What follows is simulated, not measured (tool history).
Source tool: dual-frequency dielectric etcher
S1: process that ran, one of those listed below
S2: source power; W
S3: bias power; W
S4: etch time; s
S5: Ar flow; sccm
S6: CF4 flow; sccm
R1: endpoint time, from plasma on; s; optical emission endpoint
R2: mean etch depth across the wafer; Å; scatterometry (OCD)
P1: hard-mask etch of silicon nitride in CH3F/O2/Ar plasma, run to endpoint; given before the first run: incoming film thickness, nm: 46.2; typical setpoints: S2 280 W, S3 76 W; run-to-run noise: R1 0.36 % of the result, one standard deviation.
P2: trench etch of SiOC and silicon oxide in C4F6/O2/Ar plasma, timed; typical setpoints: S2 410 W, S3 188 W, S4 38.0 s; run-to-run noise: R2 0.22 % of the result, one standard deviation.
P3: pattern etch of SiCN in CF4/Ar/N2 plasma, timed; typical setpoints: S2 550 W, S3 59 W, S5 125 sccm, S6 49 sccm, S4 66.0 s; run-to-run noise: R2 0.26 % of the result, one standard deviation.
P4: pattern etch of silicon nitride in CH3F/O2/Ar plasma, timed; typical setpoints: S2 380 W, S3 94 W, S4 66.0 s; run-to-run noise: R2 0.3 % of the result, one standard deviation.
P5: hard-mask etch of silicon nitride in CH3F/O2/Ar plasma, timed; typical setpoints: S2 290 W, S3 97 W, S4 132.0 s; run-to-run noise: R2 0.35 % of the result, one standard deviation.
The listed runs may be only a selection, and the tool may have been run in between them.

run 1 hour=5.2 | S1=P1 S2=280 S3=76 | R1=74.797
run 2 hour=12.3 | S1=P5 S2=190 S3=97 S4=132.0 | R2=750.89
run 3 hour=18.0 | S1=P3 S2=550 S3=59 S4=66.0 S5=125 S6=64 | R2=595.74
run 4 hour=24.7 | S1=P5 S2=290 S3=97 S4=132.0 | R2=877.47
run 5 hour=31.4 | S1=P1 S2=280 S3=76 | R1=74.836
run 6 hour=40.6 | S1=P1 S2=280 S3=76 | R1=74.678
run 7 hour=49.5 | S1=P4 S2=380 S3=94 S4=66.0 | R2=505.58
run 8 hour=54.9 | S1=P3 S2=550 S3=59 S4=66.0 S5=125 S6=49 | R2=566.87
run 9 hour=61.3 | S1=P4 S2=380 S3=94 S4=66.0 | R2=508.73
run 10 hour=71.0 | S1=P1 S2=370 S3=47 | R1=78.217
run 11 hour=78.9 | S1=P5 S2=290 S3=97 S4=132.0 | R2=879.65
run 12 hour=84.5 | S1=P2 S2=410 S3=188 S4=38.0 | R2=776.48
run 13 hour=94.3 | S1=P1 S2=280 S3=56 | R1=82.523
run 14 hour=103.8 | S1=P5 S2=290 S3=71 S4=132.0 | R2=780.32
run 15 hour=111.4 | S1=P2 S2=410 S3=188 S4=25.0 | R2=511.93
-- hour=114.6 wet clean of the chamber
run 16 hour=117.1 | S1=P1 S2=220 S3=76 | R1=81.852
run 17 hour=122.4 | S1=P3 S2=550 S3=42 S4=66.0 S5=125 S6=49 | R2=501.76
run 18 hour=132.4 | S1=P1 S2=280 S3=76 | R1=75.050
run 19 hour=140.4 | S1=P3 S2=730 S3=59 S4=66.0 S5=125 S6=49 | R2=722.83
run 20 hour=150.9 | S1=P2 S2=250 S3=188 S4=38.0 | R2=643.87
run 21 hour=155.7 | S1=P3 S2=550 S3=59 S4=66.0 S5=84 S6=49 | R2=608.68
run 22 hour=164.1 | S1=P1 S2=220 S3=57 | R1=90.530
run 23 hour=172.9 | S1=P1 S2=280 S3=76 | R1=74.225
run 24 hour=181.2 | S1=P3 S2=550 S3=59 S4=36.5 S5=125 S6=49 | R2=313.92
run 25 hour=186.7 | S1=P3 S2=550 S3=59 S4=66.0 S5=125 S6=49 | R2=568.01
run 26 hour=192.7 | S1=P4 S2=380 S3=73 S4=66.0 | R2=466.73
run 27 hour=202.7 | S1=P1 S2=360 S3=76 | R1=67.977
run 28 hour=211.0 | S1=P5 S2=290 S3=97 S4=184.5 | R2=1231.70
run 29 hour=218.0 | S1=P4 S2=500 S3=94 S4=66.0 | R2=564.52
run 30 hour=225.4 | S1=P1 S2=280 S3=104 | R1=66.595
run 31 hour=231.4 | S1=P4 S2=380 S3=94 S4=51.0 | R2=394.87

For run 32, what comes out?
run 32 hour=238.6 | S1=P1 S2=280 S3=76 | R1=?

{"run 32": {"R1": 74.853}}
